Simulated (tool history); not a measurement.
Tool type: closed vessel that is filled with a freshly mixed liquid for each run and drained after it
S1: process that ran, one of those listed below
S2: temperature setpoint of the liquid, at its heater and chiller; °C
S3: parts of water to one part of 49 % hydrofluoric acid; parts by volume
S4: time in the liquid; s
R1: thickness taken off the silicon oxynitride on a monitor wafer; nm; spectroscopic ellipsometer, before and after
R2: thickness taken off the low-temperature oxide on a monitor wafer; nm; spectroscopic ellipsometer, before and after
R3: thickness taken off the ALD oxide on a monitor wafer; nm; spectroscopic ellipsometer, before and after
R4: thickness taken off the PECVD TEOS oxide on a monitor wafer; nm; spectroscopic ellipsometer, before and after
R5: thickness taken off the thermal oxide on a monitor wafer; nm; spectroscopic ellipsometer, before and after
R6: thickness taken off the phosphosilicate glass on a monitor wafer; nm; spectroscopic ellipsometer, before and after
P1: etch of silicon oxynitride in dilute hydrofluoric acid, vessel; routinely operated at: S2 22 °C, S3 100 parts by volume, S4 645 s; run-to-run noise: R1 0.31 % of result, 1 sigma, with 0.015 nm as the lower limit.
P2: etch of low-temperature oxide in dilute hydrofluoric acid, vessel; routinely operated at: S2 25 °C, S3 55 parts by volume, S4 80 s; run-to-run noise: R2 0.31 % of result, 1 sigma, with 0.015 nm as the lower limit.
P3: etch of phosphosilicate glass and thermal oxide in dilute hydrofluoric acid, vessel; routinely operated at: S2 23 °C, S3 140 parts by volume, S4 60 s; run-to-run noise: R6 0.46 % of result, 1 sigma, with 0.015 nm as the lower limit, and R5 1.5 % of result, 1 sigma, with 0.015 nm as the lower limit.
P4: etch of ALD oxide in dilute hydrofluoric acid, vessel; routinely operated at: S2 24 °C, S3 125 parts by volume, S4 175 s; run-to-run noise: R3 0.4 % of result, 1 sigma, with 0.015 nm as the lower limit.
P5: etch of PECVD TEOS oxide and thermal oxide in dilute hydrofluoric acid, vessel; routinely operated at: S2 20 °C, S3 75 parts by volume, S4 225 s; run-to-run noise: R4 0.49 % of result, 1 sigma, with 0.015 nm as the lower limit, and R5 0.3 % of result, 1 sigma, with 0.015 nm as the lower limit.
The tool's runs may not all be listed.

{"run": 1, "hour": 4.9, "S1": "P1", "S2": 22, "S3": 100, "S4": 645, "R1": 12.108}
{"run": 2, "hour": 9.6, "S1": "P2", "S2": 19, "S3": 55, "S4": 80, "R2": 29.583}
{"run": 3, "hour": 19.1, "S1": "P1", "S2": 22, "S3": 100, "S4": 645, "R1": 12.06}
{"run": 4, "hour": 27.1, "S1": "P4", "S2": 24, "S3": 125, "S4": 295, "R3": 61.462}
{"run": 5, "hour": 32.0, "S1": "P1", "S2": 17, "S3": 160, "S4": 645, "R1": 5.7278}
{"run": 6, "hour": 38.9, "S1": "P2", "S2": 25, "S3": 55, "S4": 80, "R2": 38.146}
{"hour": 44.7, "done": "thermometer replaced"}
{"run": 7, "hour": 46.8, "S1": "P1", "S2": 22, "S3": 170, "S4": 645, "R1": 6.7319}
{"run": 8, "hour": 55.8, "S1": "P4", "S2": 17, "S3": 125, "S4": 175, "R3": 27.419}
{"run": 9, "hour": 61.9, "S1": "P1", "S2": 22, "S3": 100, "S4": 645, "R1": 12.061}
{"run": 10, "hour": 67.8, "S1": "P5", "S2": 27.5, "S3": 75, "S4": 225, "R4": 50.88, "R5": 16.877}
{"run": 11, "hour": 72.3, "S1": "P4", "S2": 24, "S3": 125, "S4": 175, "R3": 36.38}
{"run": 12, "hour": 78.5, "S1": "P5", "S2": 20, "S3": 75, "S4": 225, "R4": 37.197, "R5": 12.496}
{"run": 13, "hour": 86.8, "S1": "P3", "S2": 23, "S3": 25, "S4": 60, "R5": 11.436, "R6": 411.98}
{"run": 14, "hour": 93.0, "S1": "P1", "S2": 22, "S3": 25, "S4": 645, "R1": 51.36}
{"run": 15, "hour": 97.6, "S1": "P5", "S2": 20, "S3": 20, "S4": 225, "R4": 149.24, "R5": 50.154}
{"run": 16, "hour": 102.6, "S1": "P3", "S2": 23, "S3": 140, "S4": 110, "R5": 3.2473, "R6": 117.45}
{"run": 17, "hour": 111.6, "S1": "P2", "S2": 25, "S3": 55, "S4": 130, "R2": 62.125}
{"run": 18, "hour": 118.3, "S1": "P2", "S2": 25, "S3": 20, "S4": 80, "R2": 110.32}
{"run": 19, "hour": 127.2, "S1": "P1", "S2": 22, "S3": 100, "S4": 645, "R1": 12.118}
{"run": 20, "hour": 131.4, "S1": "P4", "S2": 24, "S3": 215, "S4": 175, "R3": 19.079}
{"run": 21, "hour": 137.2, "S1": "P1", "S2": 22, "S3": 100, "S4": 645, "R1": 12.07}
{"run": 22, "hour": 146.2, "S1": "P2", "S2": 25, "S3": 55, "S4": 80, "R2": 38.16}
{"run": 23, "hour": 155.1, "S1": "P1", "S2": 17, "S3": 100, "S4": 645, "R1": 9.3778}
{"run": 24, "hour": 162.2, "S1": "P1", "S2": 22, "S3": 100, "S4": 1050, "R1": 19.82}
{"run": 25, "hour": 171.9, "S1": "P1", "S2": 28, "S3": 100, "S4": 645, "R1": 16.077}
{"run": 26, "hour": 180.5, "S1": "P1", "S2": 22, "S3": 150, "S4": 220, "R1": 2.6449}
{"run": 27, "hour": 188.2, "S1": "P3", "S2": 17.5, "S3": 140, "S4": 60, "R5": 1.4301, "R6": 51.545}
{"run": 28, "hour": 194.1, "S1": "P5", "S2": 20, "S3": 75, "S4": 440, "R4": 73.649, "R5": 24.272}
{"run": 29, "hour": 201.6, "S1": "P1", "S2": 22, "S3": 100, "S4": 145, "R1": 2.7115}
{"run": 30, "hour": 207.0, "S1": "P5", "S2": 20, "S3": 75, "S4": 225, "R4": 37.595, "R5": 12.44}
{"run": 31, "hour": 212.7, "S1": "P3", "S2": 23, "S3": 140, "S4": 60, "R5": 1.8411, "R6": 63.786}
{"run": 32, "hour": 217.7, "S1": "P1", "S2": 22, "S3": 100, "S4": 645, "R1": 12.115}
{"run": 33, "hour": 226.4, "S1": "P1", "S2": 22, "S3": 100, "S4": 645, "R1": 11.721}
{"run": 34, "hour": 232.2, "S1": "P1", "S2": 22, "S3": 100, "S4": 645, "R1": 11.522}
{"run": 35, "hour": 238.1, "S1": "P1", "S2": 22, "S3": 100, "S4": 645, "R1": 11.439}
{"run": 36, "hour": 247.2, "S1": "P1", "S2": 22, "S3": 100, "S4": 645, "R1": 11.361}
{"run": 37, "hour": 251.4, "S1": "P1", "S2": 22, "S3": 100, "S4": 645, "R1": 11.294}

Run 38, settings as shown, results not yet in. Your forecast:
{"run": 38, "hour": 257.8, "S1": "P1", "S2": 22, "S3": 100, "S4": 645, "R1": "?"}

Logged for run 38: R1 11.241 nm.
